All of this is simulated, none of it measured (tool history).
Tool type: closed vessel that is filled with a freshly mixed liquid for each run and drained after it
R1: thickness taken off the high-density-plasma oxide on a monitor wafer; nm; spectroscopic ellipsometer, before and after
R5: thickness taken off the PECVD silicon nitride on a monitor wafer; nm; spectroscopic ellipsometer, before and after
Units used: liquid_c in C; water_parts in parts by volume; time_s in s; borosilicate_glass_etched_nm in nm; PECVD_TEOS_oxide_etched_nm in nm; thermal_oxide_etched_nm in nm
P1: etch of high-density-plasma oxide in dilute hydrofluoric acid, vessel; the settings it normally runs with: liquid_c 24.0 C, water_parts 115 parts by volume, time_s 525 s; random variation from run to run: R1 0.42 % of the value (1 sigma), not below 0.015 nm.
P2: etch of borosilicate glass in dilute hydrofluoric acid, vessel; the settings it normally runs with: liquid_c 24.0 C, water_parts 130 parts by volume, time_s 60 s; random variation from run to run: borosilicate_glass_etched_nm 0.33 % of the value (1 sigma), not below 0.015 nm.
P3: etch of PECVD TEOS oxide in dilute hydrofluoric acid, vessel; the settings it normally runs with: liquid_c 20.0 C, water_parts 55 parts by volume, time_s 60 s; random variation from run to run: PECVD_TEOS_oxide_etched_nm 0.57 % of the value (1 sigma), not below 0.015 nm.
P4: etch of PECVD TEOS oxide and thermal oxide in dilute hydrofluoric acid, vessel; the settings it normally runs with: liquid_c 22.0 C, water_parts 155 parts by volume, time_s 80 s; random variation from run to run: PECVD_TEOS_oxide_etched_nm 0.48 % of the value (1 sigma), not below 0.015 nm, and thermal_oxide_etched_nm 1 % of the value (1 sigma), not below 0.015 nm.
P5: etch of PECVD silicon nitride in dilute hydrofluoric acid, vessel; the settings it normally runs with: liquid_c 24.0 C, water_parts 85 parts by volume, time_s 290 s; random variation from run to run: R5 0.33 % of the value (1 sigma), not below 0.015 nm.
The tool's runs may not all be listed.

Run 1, hour 5.4: process P1, liquid_c 24.0 C, water_parts 115 parts by volume, time_s 525 s. Result: R1 29.9570 nm.
Run 2, hour 10.4: process P1, liquid_c 20.5 C, water_parts 115 parts by volume, time_s 55 s. Result: R1 2.7192 nm.
Run 3, hour 17.7: process P1, liquid_c 24.0 C, water_parts 115 parts by volume, time_s 525 s. Result: R1 29.9240 nm.
Run 4, hour 26.3: process P1, liquid_c 24.0 C, water_parts 115 parts by volume, time_s 525 s. Result: R1 29.9870 nm.
Run 5, hour 35.1: process P2, liquid_c 24.0 C, water_parts 130 parts by volume, time_s 60 s. Result: borosilicate_glass_etched_nm 9.9073 nm.
Run 6, hour 42.4: process P4, liquid_c 28.5 C, water_parts 155 parts by volume, time_s 80 s. Result: PECVD_TEOS_oxide_etched_nm 9.4831 nm, thermal_oxide_etched_nm 2.5835 nm.
Run 7, hour 46.8: process P4, liquid_c 22.0 C, water_parts 155 parts by volume, time_s 140 s. Result: PECVD_TEOS_oxide_etched_nm 13.1760 nm, thermal_oxide_etched_nm 3.5453 nm.
Run 8, hour 55.0: process P1, liquid_c 24.0 C, water_parts 70 parts by volume, time_s 525 s. Result: R1 52.2920 nm.
Run 9, hour 60.7: process P3, liquid_c 20.0 C, water_parts 55 parts by volume, time_s 30 s. Result: PECVD_TEOS_oxide_etched_nm 4.1673 nm.
Run 10, hour 65.4: process P5, liquid_c 24.0 C, water_parts 85 parts by volume, time_s 30 s. Result: R5 1.0340 nm.
Run 11, hour 73.4: process P2, liquid_c 24.0 C, water_parts 220 parts by volume, time_s 60 s. Result: borosilicate_glass_etched_nm 5.3561 nm.
Run 12, hour 82.0: process P3, liquid_c 20.0 C, water_parts 55 parts by volume, time_s 60 s. Result: PECVD_TEOS_oxide_etched_nm 8.3418 nm.
Run 13, hour 87.3: process P2, liquid_c 28.0 C, water_parts 130 parts by volume, time_s 60 s. Result: borosilicate_glass_etched_nm 11.6270 nm.
Run 14, hour 94.6: process P1, liquid_c 18.0 C, water_parts 115 parts by volume, time_s 525 s. Result: R1 23.4310 nm.
Run 15, hour 99.7: process P1, liquid_c 24.0 C, water_parts 115 parts by volume, time_s 525 s. Result: R1 30.1200 nm.
Run 16, hour 107.8: process P1, liquid_c 31.0 C, water_parts 115 parts by volume, time_s 750 s. Result: R1 55.6240 nm.
Run 17, hour 114.3: process P4, liquid_c 22.0 C, water_parts 155 parts by volume, time_s 80 s. Result: PECVD_TEOS_oxide_etched_nm 7.4875 nm, thermal_oxide_etched_nm 2.0246 nm.
Run 18, hour 120.7: process P1, liquid_c 24.0 C, water_parts 115 parts by volume, time_s 525 s. Result: R1 30.2130 nm.
Run 19, hour 126.8: process P3, liquid_c 20.0 C, water_parts 55 parts by volume, time_s 60 s. Result: PECVD_TEOS_oxide_etched_nm 8.3789 nm.
Run 20, hour 136.1: process P3, liquid_c 28.0 C, water_parts 55 parts by volume, time_s 60 s. Result: PECVD_TEOS_oxide_etched_nm 11.5680 nm.
Run 21, hour 141.8: process P3, liquid_c 20.0 C, water_parts 80 parts by volume, time_s 60 s. Result: PECVD_TEOS_oxide_etched_nm 5.5565 nm.
Run 22, hour 148.1: process P5, liquid_c 24.0 C, water_parts 85 parts by volume, time_s 290 s. Result: R5 9.7828 nm.
Run 23, hour 153.7: process P5, liquid_c 24.0 C, water_parts 25 parts by volume, time_s 290 s. Result: R5 32.3140 nm.
Run 24, hour 158.8: process P5, liquid_c 24.0 C, water_parts 85 parts by volume, time_s 290 s. Result: R5 9.8499 nm.
Run 25, hour 166.4: process P2, liquid_c 24.0 C, water_parts 130 parts by volume, time_s 60 s. Result: borosilicate_glass_etched_nm 9.8817 nm.
Run 26, hour 174.8: process P1, liquid_c 24.0 C, water_parts 180 parts by volume, time_s 525 s. Result: R1 17.8410 nm.
Run 27, hour 181.7: process P1, liquid_c 24.0 C, water_parts 115 parts by volume, time_s 1045 s. Result: R1 60.0210 nm.
Run 28, hour 189.7: process P4, liquid_c 22.0 C, water_parts 20 parts by volume, time_s 80 s. Result: PECVD_TEOS_oxide_etched_nm 68.8260 nm, thermal_oxide_etched_nm 18.5850 nm.
Run 29, hour 196.3: process P1, liquid_c 24.0 C, water_parts 115 parts by volume, time_s 75 s. Result: R1 4.2695 nm.
Run 30, hour 200.5: process P2, liquid_c 24.0 C, water_parts 130 parts by volume, time_s 30 s. Result: borosilicate_glass_etched_nm 4.9997 nm.
Run 31, hour 208.5: process P5, liquid_c 17.0 C, water_parts 85 parts by volume, time_s 290 s. Result: R5 6.1197 nm.
Run 32, hour 217.7: process P1, liquid_c 32.5 C, water_parts 115 parts by volume, time_s 525 s. Result: R1 41.3900 nm.
Run 33, hour 226.4: process P1, liquid_c 24.0 C, water_parts 115 parts by volume, time_s 525 s. Result: R1 29.8380 nm.
Run 34, hour 233.9: process P1, liquid_c 24.0 C, water_parts 115 parts by volume, time_s 525 s. Result: R1 31.5720 nm.
Run 35, hour 241.9: process P1, liquid_c 24.0 C, water_parts 115 parts by volume, time_s 525 s. Result: R1 32.3280 nm.
Run 36, hour 250.9: process P1, liquid_c 24.0 C, water_parts 115 parts by volume, time_s 525 s. Result: R1 32.3430 nm.
Run 37, hour 255.4: process P1, liquid_c 24.0 C, water_parts 115 parts by volume, time_s 525 s. Result: R1 32.8900 nm.
Run 38, hour 262.1: process P1, liquid_c 24.0 C, water_parts 115 parts by volume, time_s 525 s. Result: R1 32.7870 nm.
Run 39, hour 268.8: process P1, liquid_c 24.0 C, water_parts 115 parts by volume, time_s 525 s. Result: R1 33.0080 nm.

The log shows P1 creeping away from where it was. Any of the 2 causes listed here, at the size stated for it, fits the log just as well as the others:
A: liquid hotter than its thermometer reads (K) = 2.31
B: hydrofluoric acid flow above the setpoint (%) = 8.22
The drift started at roughly hour 226.4.

The check runs listed below each take one wafer, and their results are still question marks. Under which run would the listed causes lead to clearly different results?
Run check 1, hour 275.5: process P2, liquid_c 24.0 C, water_parts 130 parts by volume, time_s 60 s. Result: borosilicate_glass_etched_nm ?.
Run check 2, hour 275.5: process P3, liquid_c 20.0 C, water_parts 55 parts by volume, time_s 60 s. Result: PECVD_TEOS_oxide_etched_nm ?.
Run check 3, hour 275.5: process P4, liquid_c 22.0 C, water_parts 155 parts by volume, time_s 80 s. Result: PECVD_TEOS_oxide_etched_nm ?, thermal_oxide_etched_nm ?.
Run check 4, hour 275.5: process P5, liquid_c 24.0 C, water_parts 85 parts by volume, time_s 290 s. Result: R5 ?.

What each check would give under each cause:
  check                        result     if A     if B
check 1  borosilicate_glass_etched_nm  10.8920  10.9140
check 2    PECVD_TEOS_oxide_etched_nm   9.1757   9.0587
check 3    PECVD_TEOS_oxide_etched_nm   8.1853   8.2104
check 3       thermal_oxide_etched_nm   2.1805   2.1871
check 4                            R5  11.4160  10.6020
How far apart the two closest causes lie, in the result that separates them most: check 1 0.21 %; check 2 1.28 %; check 3 0.31 %; check 4 7.4 %
Check 4 is the one run that separates the causes; every other check would come out nearly the same whichever cause is at work.

With check 4 done, the readings were: R5 11.3940 nm. Identify which of the listed causes applies.

It was cause A: liquid hotter than its thermometer reads (K).
